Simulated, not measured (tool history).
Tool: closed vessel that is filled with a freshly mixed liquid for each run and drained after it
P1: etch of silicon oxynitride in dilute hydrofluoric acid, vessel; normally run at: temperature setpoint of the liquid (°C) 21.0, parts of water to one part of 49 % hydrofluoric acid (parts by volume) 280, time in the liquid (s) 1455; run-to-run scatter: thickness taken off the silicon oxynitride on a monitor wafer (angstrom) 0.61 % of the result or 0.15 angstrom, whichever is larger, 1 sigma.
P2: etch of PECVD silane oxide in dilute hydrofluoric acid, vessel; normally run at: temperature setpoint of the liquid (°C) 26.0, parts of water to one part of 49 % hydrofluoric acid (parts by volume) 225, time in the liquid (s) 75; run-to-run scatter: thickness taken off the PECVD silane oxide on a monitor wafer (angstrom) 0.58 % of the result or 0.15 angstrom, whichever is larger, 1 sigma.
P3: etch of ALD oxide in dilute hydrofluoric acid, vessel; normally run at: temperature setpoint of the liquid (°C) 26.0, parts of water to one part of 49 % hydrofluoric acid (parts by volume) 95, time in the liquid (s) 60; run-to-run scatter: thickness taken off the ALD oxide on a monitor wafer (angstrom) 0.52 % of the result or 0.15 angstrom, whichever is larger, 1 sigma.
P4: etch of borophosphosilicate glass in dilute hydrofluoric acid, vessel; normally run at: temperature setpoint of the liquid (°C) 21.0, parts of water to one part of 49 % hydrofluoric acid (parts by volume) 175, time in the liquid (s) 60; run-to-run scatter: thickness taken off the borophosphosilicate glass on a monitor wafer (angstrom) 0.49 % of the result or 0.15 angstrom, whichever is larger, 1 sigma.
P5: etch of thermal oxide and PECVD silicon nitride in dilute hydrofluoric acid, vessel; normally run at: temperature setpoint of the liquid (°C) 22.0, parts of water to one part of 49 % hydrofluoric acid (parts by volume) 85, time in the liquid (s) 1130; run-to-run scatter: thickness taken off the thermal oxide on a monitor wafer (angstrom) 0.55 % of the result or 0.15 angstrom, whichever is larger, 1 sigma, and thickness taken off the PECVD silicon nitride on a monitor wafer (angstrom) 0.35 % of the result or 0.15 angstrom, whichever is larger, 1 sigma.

run,hour,process that ran,temperature setpoint of the liquid (°C),parts of water to one part of 49 % hydrofluoric acid (parts by volume),time in the liquid (s),thickness taken off the silicon oxynitride on a monitor wafer (angstrom),thickness taken off the borophosphosilicate glass on a monitor wafer (angstrom),thickness taken off the ALD oxide on a monitor wafer (angstrom),thickness taken off the PECVD silane oxide on a monitor wafer (angstrom),thickness taken off the thermal oxide on a monitor wafer (angstrom),thickness taken off the PECVD silicon nitride on a monitor wafer (angstrom)
1,5.8,P1,21.0,280,1455,57.084,,,,,
2,9.7,P4,21.0,175,60,,121.270,,,,
3,16.0,P1,21.0,280,1455,57.111,,,,,
4,19.5,P1,21.0,145,545,45.371,,,,,
5,23.1,P3,26.0,95,60,,,76.282,,,
6,28.5,P1,21.0,160,1455,108.200,,,,,
7,35.7,P2,26.0,225,140,,,,120.630,,
8,41.5,P1,21.0,280,410,16.202,,,,,
9,46.9,P5,22.0,35,1130,,,,,1522.70,516.85
10,51.6,P1,21.0,280,2235,86.954,,,,,
11,57.3,P1,21.0,280,1455,57.693,,,,,
12,61.8,P1,17.0,280,1455,47.574,,,,,
13,67.7,P4,21.0,175,30,,61.025,,,,
14,74.9,P1,27.0,280,1455,73.951,,,,,
15,78.4,P1,21.0,280,1455,56.572,,,,,
16,86.0,P5,28.0,85,1130,,,,,750.74,325.61
17,91.4,P3,31.0,95,60,,,91.707,,,
18,96.5,P2,20.5,225,75,,,,52.920,,
19,103.9,P3,26.0,95,30,,,38.318,,,
20,107.7,P4,21.0,175,60,,119.890,,,,
21,113.0,P4,21.0,320,60,,57.169,,,,
22,119.1,P2,26.0,225,75,,,,64.680,,
23,123.4,P3,26.0,150,60,,,45.850,,,
24,130.5,P2,26.0,135,75,,,,120.990,,
25,135.1,P2,26.0,225,75,,,,64.556,,
26,140.4,P5,22.0,85,1130,,,,,584.14,220.05
27,144.0,P1,21.0,280,1455,57.330,,,,,
28,149.6,P5,22.0,85,2085,,,,,1085.00,404.06
29,154.4,P1,21.0,280,1455,57.513,,,,,
30,158.0,P5,22.0,85,1130,,,,,587.65,219.95
31,162.9,P1,21.0,485,1455,29.210,,,,,
32,168.3,P4,17.0,175,60,,103.110,,,,
33,175.6,P1,21.0,280,1455,56.975,,,,,
34,179.3,P1,21.0,280,1455,56.575,,,,,
35,185.5,P1,21.0,280,1455,54.393,,,,,
36,190.6,P1,21.0,280,1455,54.322,,,,,
37,196.1,P1,21.0,280,1455,52.780,,,,,

Run 38 comes next. What will it give?
38,200.2,P1,21.0,280,1455,?,,,,,

Run 38 gave thickness taken off the silicon oxynitride on a monitor wafer (angstrom) 52.905.

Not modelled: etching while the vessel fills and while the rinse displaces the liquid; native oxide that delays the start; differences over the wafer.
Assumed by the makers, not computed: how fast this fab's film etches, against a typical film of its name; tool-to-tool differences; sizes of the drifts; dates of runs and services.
